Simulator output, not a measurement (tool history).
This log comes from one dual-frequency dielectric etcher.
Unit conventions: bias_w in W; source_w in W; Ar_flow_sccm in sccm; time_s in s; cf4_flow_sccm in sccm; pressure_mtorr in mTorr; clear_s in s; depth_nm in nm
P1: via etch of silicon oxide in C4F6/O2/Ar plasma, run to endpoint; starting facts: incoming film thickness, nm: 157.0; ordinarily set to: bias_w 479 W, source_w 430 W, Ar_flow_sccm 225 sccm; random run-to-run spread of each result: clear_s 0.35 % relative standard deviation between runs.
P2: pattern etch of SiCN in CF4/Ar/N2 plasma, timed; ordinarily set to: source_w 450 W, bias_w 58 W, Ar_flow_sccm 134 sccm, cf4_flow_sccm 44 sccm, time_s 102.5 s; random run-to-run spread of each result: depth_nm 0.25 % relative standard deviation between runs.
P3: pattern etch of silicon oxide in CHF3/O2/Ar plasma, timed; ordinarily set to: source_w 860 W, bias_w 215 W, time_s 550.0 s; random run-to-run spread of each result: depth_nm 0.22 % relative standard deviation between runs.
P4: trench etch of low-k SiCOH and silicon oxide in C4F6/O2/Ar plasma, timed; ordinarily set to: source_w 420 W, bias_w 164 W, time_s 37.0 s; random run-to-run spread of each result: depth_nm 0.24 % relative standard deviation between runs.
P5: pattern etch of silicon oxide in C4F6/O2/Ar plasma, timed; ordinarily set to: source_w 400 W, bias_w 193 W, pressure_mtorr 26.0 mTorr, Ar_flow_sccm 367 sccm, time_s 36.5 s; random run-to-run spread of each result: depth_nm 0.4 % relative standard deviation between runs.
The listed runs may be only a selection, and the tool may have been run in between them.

run	hour	process	bias_w	source_w	Ar_flow_sccm	time_s	cf4_flow_sccm	pressure_mtorr	hours since the last wet clean	hours since the last bias power generator calibration	hours since the last source power generator calibration	hours since the last Ar flow controller change	clear_s	depth_nm
1	7.5	P1	479	430	225				398.3	1334.5	3055.4	1819.2	33.943	
2	18.8	P1	479	430	225				409.6	1345.8	3066.7	1830.5	33.882	
3	26.3	P4	164	420		46.5			417.1	1353.3	3074.2	1838.0		148.970
4	37.4	P4	164	560		37.0			428.2	1364.4	3085.3	1849.1		132.510
5	48.9	P4	206	420		37.0			439.7	1375.9	3096.8	1860.6		127.710
6	62.1	P2	58	450	134	102.5	61		452.9	1389.1	3110.0	1873.8		78.035
7	74.6	P1	479	430	138				465.4	1401.6	3122.5	1886.3	31.913	
8	87.9	P5	193	400	367	36.5		32.5	478.7	1414.9	3135.8	1899.6		110.670
9	95.2	P5	193	290	367	36.5		26.0	486.0	1422.2	3143.1	1906.9		99.509
10	104.5	P5	193	400	246	36.5		26.0	495.3	1431.5	3152.4	1916.2		119.300
11	111.1	P5	193	400	367	50.0		26.0	501.9	1438.1	3159.0	1922.8		156.800
12	119.9	P2	58	450	172	102.5	44		510.7	1446.9	3167.8	1931.6		70.330
13	126.1	P3	215	860		550.0			516.9	1453.1	3174.0	1937.8		1302.200
# hour 137.6: wet clean of the chamber
14	138.7	P5	193	400	367	36.5		26.0	1.1	1465.7	3186.6	1950.4		113.710
15	146.1	P1	479	430	225				8.5	1473.1	3194.0	1957.8	33.840	
16	154.7	P2	58	450	134	102.5	44		17.1	1481.7	3202.6	1966.4		73.974
17	166.0	P5	272	400	367	36.5		26.0	28.4	1493.0	3213.9	1977.7		127.540
18	175.0	P3	215	860		550.0			37.4	1502.0	3222.9	1986.7		1301.800
19	187.3	P1	479	300	302				49.7	1514.3	3235.2	1999.0	39.813	
20	193.7	P1	479	430	270				56.1	1520.7	3241.6	2005.4	34.638	
21	205.9	P3	215	610		550.0			68.3	1532.9	3253.8	2017.6		1146.000
22	213.3	P4	164	420		37.0			75.7	1540.3	3261.2	2025.0		118.200
# hour 219.2: source power generator calibrated
23	219.4	P3	215	860		423.5			81.8	1546.4	0.3	2031.1		998.040
24	229.6	P2	58	450	134	144.0	44		92.0	1556.6	10.5	2041.3		103.380
25	238.0	P2	43	450	134	102.5	44		100.4	1565.0	18.9	2049.7		66.090
26	252.0	P1	604	360	225				114.4	1579.0	32.9	2063.7	33.217	
27	264.6	P3	256	860		550.0			127.0	1591.6	45.5	2076.3		1384.300
28	272.1	P1	328	430	225				134.5	1599.1	53.0	2083.8	38.790	
29	282.9	P1	479	580	225				145.3	1609.9	63.8	2094.6	30.217	
30	291.5	P2	58	610	134	102.5	44		153.9	1618.5	72.4	2103.2		95.995
31	300.5	P1	479	250	225				162.9	1627.5	81.4	2112.2	41.372	
32	307.8	P1	674	430	225				170.2	1634.8	88.7	2119.5	29.674	
33	321.3	P5	193	400	367	36.5		26.0	183.7	1648.3	102.2	2133.0		113.600
34	334.2	P4	164	420		37.0			196.6	1661.2	115.1	2145.9		117.950
35	343.2	P1	479	430	225				205.6	1670.2	124.1	2154.9	33.905	
36	353.9	P1	479	430	225				216.3	1680.9	134.8	2165.6	33.780	
37	363.4	P1	479	430	225				225.8	1690.4	144.3	2175.1	33.693	
38	371.5	P1	479	430	225				233.9	1698.5	152.4	2183.2	33.497	
# hour 377.3: wet clean of the chamber
# hour 382.4: Ar flow controller replaced
39	385.0	P1	479	430	225				7.8	1712.0	165.9	2.7	33.338	
40	392.8	P1	479	430	225				15.6	1719.8	173.7	10.5	33.419	
41	400.4	P1	479	430	225				23.2	1727.4	181.3	18.1	33.205	
42	412.0	P1	479	430	225				34.8	1739.0	192.9	29.7	33.286	

P1 no longer gives what it gave before; its output has crept away from where it was. The following 2 causes, each at its listed size, fit the log equally well:
A: source power that arrives over what is set, % = 4.84
B: bias power that arrives over what is set, % = 4.82
The creep began at about hour 353.9.
All other causes, with the reason each is excluded:
chamber walls in a state that raises the etch rate, %: serviced after onset, at hour 377.3, with no recovery of the prior output
Ar flow that arrives under what is set, %: serviced after onset, at hour 382.4, with no recovery of the prior output

Below are 4 check runs, each on a single wafer, with their results shown as question marks. Which of them would tell the listed causes apart, meaning the causes would give clearly different results under it?
check 1	423.6	P2	58	450	134	102.5	44							?
check 2	423.6	P4	164	420		37.0								?
check 3	423.6	P3	215	860		550.0								?
check 4	423.6	P5	193	400	367	36.5		26.0						?

What each check would give under each cause:
check	result	if A	if B
check 1	depth_nm	76.810	75.051
check 2	depth_nm	120.670	120.190
check 3	depth_nm	1326.700	1324.100
check 4	depth_nm	115.880	115.510
Minimum pairwise separation of causes per check, each pair taken at its best-separating result: check 1 2.32 %; check 2 0.4 %; check 3 0.2 %; check 4 0.32 %
Of the check runs offered, only check 1 discriminates between the causes; the rest would read about the same regardless of which cause applies.

Check 1 was then run and gave: depth_nm 74.621 nm. Which cause is it?

The cause is B: bias power that arrives over what is set, %.
